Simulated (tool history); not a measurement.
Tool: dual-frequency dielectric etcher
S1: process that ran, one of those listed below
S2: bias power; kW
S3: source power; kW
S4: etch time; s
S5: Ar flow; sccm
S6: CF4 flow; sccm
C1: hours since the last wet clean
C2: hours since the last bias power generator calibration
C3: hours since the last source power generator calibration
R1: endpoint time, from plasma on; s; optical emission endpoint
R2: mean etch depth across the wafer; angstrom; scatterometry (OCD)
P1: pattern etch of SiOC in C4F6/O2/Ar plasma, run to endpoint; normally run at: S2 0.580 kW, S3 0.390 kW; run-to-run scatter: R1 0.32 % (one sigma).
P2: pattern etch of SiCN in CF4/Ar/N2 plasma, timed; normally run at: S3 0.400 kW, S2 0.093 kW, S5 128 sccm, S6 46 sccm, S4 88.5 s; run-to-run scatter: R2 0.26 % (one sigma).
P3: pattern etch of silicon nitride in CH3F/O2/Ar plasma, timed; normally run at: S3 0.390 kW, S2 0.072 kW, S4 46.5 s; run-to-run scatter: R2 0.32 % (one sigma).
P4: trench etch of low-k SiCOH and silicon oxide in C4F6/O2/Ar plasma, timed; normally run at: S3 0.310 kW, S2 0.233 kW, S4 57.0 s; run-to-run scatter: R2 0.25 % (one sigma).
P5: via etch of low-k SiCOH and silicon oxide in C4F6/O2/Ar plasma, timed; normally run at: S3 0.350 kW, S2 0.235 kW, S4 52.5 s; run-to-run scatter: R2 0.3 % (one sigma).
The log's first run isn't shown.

Run 2, hour 15.0: S1 P1, S2 0.580 kW, S3 0.390 kW; C1 211.6; C2 1443.5; C3 3273.7. Result: R1 15.936 s.
Run 3, hour 30.4: S1 P3, S2 0.072 kW, S3 0.320 kW, S4 46.5 s; C1 227.0; C2 1458.9; C3 3289.1. Result: R2 286.36 angstrom.
Run 4, hour 44.7: S1 P1, S2 0.580 kW, S3 0.390 kW; C1 241.3; C2 1473.2; C3 3303.4. Result: R1 15.960 s.
Run 5, hour 52.2: S1 P2, S2 0.093 kW, S3 0.400 kW, S4 88.5 s, S5 77 sccm, S6 46 sccm; C1 248.8; C2 1480.7; C3 3310.9. Result: R2 763.19 angstrom.
At hour 58.0: wet clean of the chamber.
Run 6, hour 61.1: S1 P1, S2 0.580 kW, S3 0.390 kW; C1 3.2; C2 1489.6; C3 3319.8. Result: R1 15.933 s.
Run 7, hour 76.7: S1 P1, S2 0.580 kW, S3 0.530 kW; C1 18.8; C2 1505.2; C3 3335.4. Result: R1 14.172 s.
Run 8, hour 89.1: S1 P2, S2 0.093 kW, S3 0.400 kW, S4 88.5 s, S5 128 sccm, S6 46 sccm; C1 31.2; C2 1517.6; C3 3347.8. Result: R2 709.52 angstrom.
Run 9, hour 99.6: S1 P2, S2 0.093 kW, S3 0.400 kW, S4 88.5 s, S5 128 sccm, S6 64 sccm; C1 41.7; C2 1528.1; C3 3358.3. Result: R2 744.26 angstrom.
Run 10, hour 109.0: S1 P1, S2 0.764 kW, S3 0.490 kW; C1 51.1; C2 1537.5; C3 3367.7. Result: R1 13.157 s.
Run 11, hour 123.6: S1 P2, S2 0.093 kW, S3 0.400 kW, S4 50.5 s, S5 128 sccm, S6 46 sccm; C1 65.7; C2 1552.1; C3 3382.3. Result: R2 405.71 angstrom.
Run 12, hour 138.9: S1 P1, S2 0.439 kW, S3 0.390 kW; C1 81.0; C2 1567.4; C3 3397.6. Result: R1 17.686 s.
Run 13, hour 151.4: S1 P2, S2 0.128 kW, S3 0.400 kW, S4 88.5 s, S5 128 sccm, S6 46 sccm; C1 93.5; C2 1579.9; C3 3410.1. Result: R2 808.25 angstrom.
Run 14, hour 162.5: S1 P4, S2 0.163 kW, S3 0.310 kW, S4 57.0 s; C1 104.6; C2 1591.0; C3 3421.2. Result: R2 1677.00 angstrom.
Run 15, hour 175.6: S1 P4, S2 0.233 kW, S3 0.310 kW, S4 57.0 s; C1 117.7; C2 1604.1; C3 3434.3. Result: R2 1882.60 angstrom.
Run 16, hour 184.3: S1 P5, S2 0.235 kW, S3 0.350 kW, S4 52.5 s; C1 126.4; C2 1612.8; C3 3443.0. Result: R2 1452.60 angstrom.
Run 17, hour 194.7: S1 P4, S2 0.233 kW, S3 0.310 kW, S4 57.0 s; C1 136.8; C2 1623.2; C3 3453.4. Result: R2 1888.90 angstrom.
Run 18, hour 203.7: S1 P3, S2 0.072 kW, S3 0.390 kW, S4 46.5 s; C1 145.8; C2 1632.2; C3 3462.4. Result: R2 311.90 angstrom.
Run 19, hour 215.3: S1 P1, S2 0.580 kW, S3 0.390 kW; C1 157.4; C2 1643.8; C3 3474.0. Result: R1 15.860 s.
Run 20, hour 223.1: S1 P5, S2 0.235 kW, S3 0.500 kW, S4 52.5 s; C1 165.2; C2 1651.6; C3 3481.8. Result: R2 1654.40 angstrom.
Run 21, hour 236.0: S1 P1, S2 0.580 kW, S3 0.390 kW; C1 178.1; C2 1664.5; C3 3494.7. Result: R1 15.958 s.
Run 22, hour 251.2: S1 P2, S2 0.093 kW, S3 0.510 kW, S4 88.5 s, S5 128 sccm, S6 46 sccm; C1 193.3; C2 1679.7; C3 3509.9. Result: R2 874.80 angstrom.
Run 23, hour 264.1: S1 P5, S2 0.160 kW, S3 0.350 kW, S4 52.5 s; C1 206.2; C2 1692.6; C3 3522.8. Result: R2 1280.50 angstrom.

The next listed run, before its measurement:
Run 24, hour 279.7: S1 P3, S2 0.072 kW, S3 0.390 kW, S4 60.5 s; C1 221.8; C2 1708.2; C3 3538.4. Result: R2 ?.

R2: 405.05 angstrom

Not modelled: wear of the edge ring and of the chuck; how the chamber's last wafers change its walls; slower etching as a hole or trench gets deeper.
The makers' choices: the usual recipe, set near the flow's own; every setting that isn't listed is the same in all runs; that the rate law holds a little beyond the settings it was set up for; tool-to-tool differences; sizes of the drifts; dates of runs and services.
